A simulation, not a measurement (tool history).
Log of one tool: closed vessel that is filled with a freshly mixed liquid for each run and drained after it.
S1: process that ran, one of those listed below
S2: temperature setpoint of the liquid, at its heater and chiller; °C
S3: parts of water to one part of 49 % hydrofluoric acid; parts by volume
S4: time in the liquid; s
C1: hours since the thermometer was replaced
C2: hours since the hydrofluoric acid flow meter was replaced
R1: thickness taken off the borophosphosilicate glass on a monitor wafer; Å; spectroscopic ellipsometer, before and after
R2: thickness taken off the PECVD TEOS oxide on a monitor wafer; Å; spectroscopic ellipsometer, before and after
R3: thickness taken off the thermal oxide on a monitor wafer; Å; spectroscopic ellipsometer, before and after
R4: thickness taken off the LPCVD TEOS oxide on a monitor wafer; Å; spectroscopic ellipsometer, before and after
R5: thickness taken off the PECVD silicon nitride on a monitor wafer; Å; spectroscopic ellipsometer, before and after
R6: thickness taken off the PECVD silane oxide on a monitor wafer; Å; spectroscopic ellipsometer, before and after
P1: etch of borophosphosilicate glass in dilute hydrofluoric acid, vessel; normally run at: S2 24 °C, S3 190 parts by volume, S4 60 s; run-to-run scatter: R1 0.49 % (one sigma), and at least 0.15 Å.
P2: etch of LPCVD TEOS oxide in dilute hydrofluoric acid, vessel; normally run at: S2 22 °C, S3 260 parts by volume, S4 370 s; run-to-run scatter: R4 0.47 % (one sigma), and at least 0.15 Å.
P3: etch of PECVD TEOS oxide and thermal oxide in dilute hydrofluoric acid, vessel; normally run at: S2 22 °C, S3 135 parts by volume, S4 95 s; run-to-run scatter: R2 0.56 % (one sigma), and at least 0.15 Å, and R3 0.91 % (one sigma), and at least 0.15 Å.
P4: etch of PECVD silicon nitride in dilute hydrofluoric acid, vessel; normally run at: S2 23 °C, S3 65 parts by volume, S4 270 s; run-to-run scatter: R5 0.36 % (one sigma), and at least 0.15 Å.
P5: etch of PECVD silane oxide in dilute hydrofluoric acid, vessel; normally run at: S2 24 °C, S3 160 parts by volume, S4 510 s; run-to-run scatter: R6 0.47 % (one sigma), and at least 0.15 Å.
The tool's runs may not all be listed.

run,hour,S1,S2,S3,S4,C1,C2,R1,R2,R3,R4,R5,R6
1,13.5,P1,24,190,60,920.3,332.7,121.21,,,,,
2,27.3,P3,22,135,145,934.1,346.5,,105.97,43.752,,,
3,43.4,P2,22,260,140,950.2,362.6,,,,105.75,,
4,54.1,P3,28.5,135,95,960.9,373.3,,88.133,37.08,,,
5,66.4,P4,30,65,270,973.2,385.6,,,,,203.4,
6,78.1,P2,17,260,370,984.9,397.3,,,,232.46,,
7,89,P2,22,465,370,995.8,408.2,,,,130.54,,
8,99.6,P1,24,190,30,1006.4,418.8,61.132,,,,,
9,112.1,P4,23,65,35,1018.9,431.3,,,,,16.48,
10,124.9,P1,24,190,60,1031.7,444.1,122.26,,,,,
11,133.2,P5,24,160,510,1040,452.4,,,,,,472.61
12,144.4,P1,17,190,110,1051.2,463.6,170.71,,,,,
13,151.9,P1,17,190,60,1058.7,471.1,93.423,,,,,
14,161.3,P1,24,190,60,1068.1,480.5,121.99,,,,,
15,174.2,P1,30,190,60,1081,493.4,150.16,,,,,
16,183.9,P4,23,65,270,1090.7,503.1,,,,,127.59,
17,198,P5,24,265,510,1104.8,517.2,,,,,,258.07
18,207.4,P1,24,190,60,1114.2,526.6,120.13,,,,,
19,217.6,P4,23,95,270,1124.4,536.8,,,,,88.12,
20,229.1,P5,24,160,1000,1135.9,548.3,,,,,,933.45
21,246.2,P1,24,190,60,1153,565.4,121.48,,,,,
22,254.8,P2,22,260,370,1161.6,574,,,,282.61,,
# hour 267.5: hydrofluoric acid flow meter replaced
23,268.2,P3,22,135,95,1175,0.8,,70.471,28.399,,,
24,282.4,P1,24,105,60,1189.2,15,243.37,,,,,
25,297.6,P1,24,320,60,1204.4,30.2,63.18,,,,,
26,312.4,P5,30,160,510,1219.2,45,,,,,,592.77
27,323.9,P1,24,190,105,1230.7,56.5,213.08,,,,,
28,335.6,P5,24,160,510,1242.4,68.2,,,,,,477.76
29,345.1,P3,22,30,95,1251.9,77.7,,356.08,144.95,,,
30,352.8,P1,24,190,60,1259.6,85.4,121.96,,,,,
31,365,P1,24,190,60,1271.8,97.6,127.57,,,,,
32,375.6,P1,24,190,60,1282.4,108.2,129.84,,,,,

The next listed run, before its measurement:
33,384.2,P1,24,190,60,1291,116.8,?,,,,,

{"run 33": {"R1": 130.43}}
